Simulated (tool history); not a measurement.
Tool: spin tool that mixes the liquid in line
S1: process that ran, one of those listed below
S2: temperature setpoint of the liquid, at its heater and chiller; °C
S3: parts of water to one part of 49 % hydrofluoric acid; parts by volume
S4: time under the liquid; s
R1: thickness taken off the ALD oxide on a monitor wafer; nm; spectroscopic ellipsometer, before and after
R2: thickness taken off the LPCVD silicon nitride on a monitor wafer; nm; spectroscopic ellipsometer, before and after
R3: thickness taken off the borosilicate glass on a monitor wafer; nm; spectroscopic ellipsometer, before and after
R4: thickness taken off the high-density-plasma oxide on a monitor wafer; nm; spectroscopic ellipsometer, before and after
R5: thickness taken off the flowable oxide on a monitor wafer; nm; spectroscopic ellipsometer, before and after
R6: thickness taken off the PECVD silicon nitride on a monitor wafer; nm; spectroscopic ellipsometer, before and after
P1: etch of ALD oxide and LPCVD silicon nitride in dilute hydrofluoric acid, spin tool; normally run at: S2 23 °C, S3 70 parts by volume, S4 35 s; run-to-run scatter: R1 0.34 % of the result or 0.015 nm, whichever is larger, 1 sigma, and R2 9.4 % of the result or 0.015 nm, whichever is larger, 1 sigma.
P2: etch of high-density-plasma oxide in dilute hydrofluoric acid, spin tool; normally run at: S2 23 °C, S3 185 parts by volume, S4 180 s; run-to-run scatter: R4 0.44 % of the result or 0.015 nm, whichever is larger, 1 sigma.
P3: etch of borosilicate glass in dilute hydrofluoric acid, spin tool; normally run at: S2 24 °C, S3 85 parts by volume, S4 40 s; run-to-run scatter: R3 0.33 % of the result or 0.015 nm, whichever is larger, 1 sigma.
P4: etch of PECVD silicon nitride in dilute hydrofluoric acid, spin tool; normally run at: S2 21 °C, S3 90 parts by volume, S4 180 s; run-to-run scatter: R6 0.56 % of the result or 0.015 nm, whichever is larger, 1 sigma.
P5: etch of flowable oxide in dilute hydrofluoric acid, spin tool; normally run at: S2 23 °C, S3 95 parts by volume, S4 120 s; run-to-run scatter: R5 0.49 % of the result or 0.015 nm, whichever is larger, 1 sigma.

run    day  S1    S2   S3   S4      R1        R2      R3      R4      R5      R6
  1  0.267  P1    23   70   35  16.678   0.26018
  2  0.458  P3    24   30   40                    59.829
  3  0.696  P2    23  185  180                            7.3328
  4   0.85  P1    17   70   35  12.994   0.20751
  5  1.112  P5    23   95  120                                    55.166
  6    1.3  P1    23   70   60  28.661   0.44869
  7  1.492  P1    23   35   35  35.018   0.57529
  8  1.738  P3    24   85   15                    7.3721
  9  1.912  P1    23   70   35  16.652   0.26447
 10  2.129  P2    23   45  180                            35.831
 11    2.3  P4    21   90  180                                            5.8789
 12  2.429  P3    28   85   40                    23.028
 13  2.696  P1    27   40   35  35.938   0.57176
 14  2.929  P2    29  185  180                            9.2226
 15  3.112  P1    23  115   35  9.6871   0.14522
 16  3.296  P5    23  160  120                                    30.306
 17  3.433  P4    21   50  180                                            10.394
 18    3.7  P5    23   95  195                                    89.275
 19  3.825  P1    23   70   35  16.725   0.22723
 20   3.95  P1  28.5   70   35  20.864   0.41996
 21  4.079  P4    21   90   45                                            1.4789
 22  4.225  P1    23   70   35  16.718   0.28003
 23  4.388  P2    23  185  180                            7.3953
 24  4.508  P5    17   95  120                                    43.184
 25  4.692  P3    24   85   40                    19.677
 26   4.85  P1    23   70   15   7.208  0.082514
 27    5.1  P1    23   70   35  16.603   0.26401
 28  5.279  P4  26.5   90  180                                            8.4744
 29    5.5  P2    23  185  365                            14.935
 30   5.65  P1    23   70   35  16.702    0.2555
 31  5.858  P1    23   70   35  16.395   0.25886
 32  6.062  P1    23   70   35  16.034   0.27057
 33  6.292  P1    23   70   35  15.897   0.22208
 34  6.438  P1    23   70   35  15.943   0.23014
 35  6.592  P1    23   70   35   15.77   0.27521
 36  6.779  P1    23   70   35  15.731   0.26937
 37  6.954  P1    23   70   35  15.846   0.28209

What P1 gives has crept away from where it was. These 2 causes fit the log equally well, each at the size given:
A: hydrofluoric acid flow below the setpoint (%) = 5.17
B: liquid colder than its thermometer reads (K) = 1.41
The creep began at about day 5.65.

4 check runs are offered, each on 2 wafers whose results are averaged, their results left as question marks. Which one tells the causes apart?
check 1  7.129  P4    25  90  180                       ?
check 2  7.129  P2    23  65  305               ?
check 3  7.129  P3  27.5  85   40           ?
check 4  7.129  P5    17  95  120                   ?

What each check would give under each cause:
  check  result    if A    if B
check 1      R6  7.3289  7.0376
check 2      R4  38.597  38.571
check 3      R3  21.259  21.349
check 4      R5  40.497  40.435
How far apart the two closest causes lie, in the result that separates them most: check 1 4.06 %; check 2 0.07 %; check 3 0.42 %; check 4 0.15 %
Only check 1 tells the causes apart: in the others they would give nearly the same result.

Then check 1 was run and gave: R6 7.341 nm. Which cause is it?

It is A: hydrofluoric acid flow below the setpoint (%).
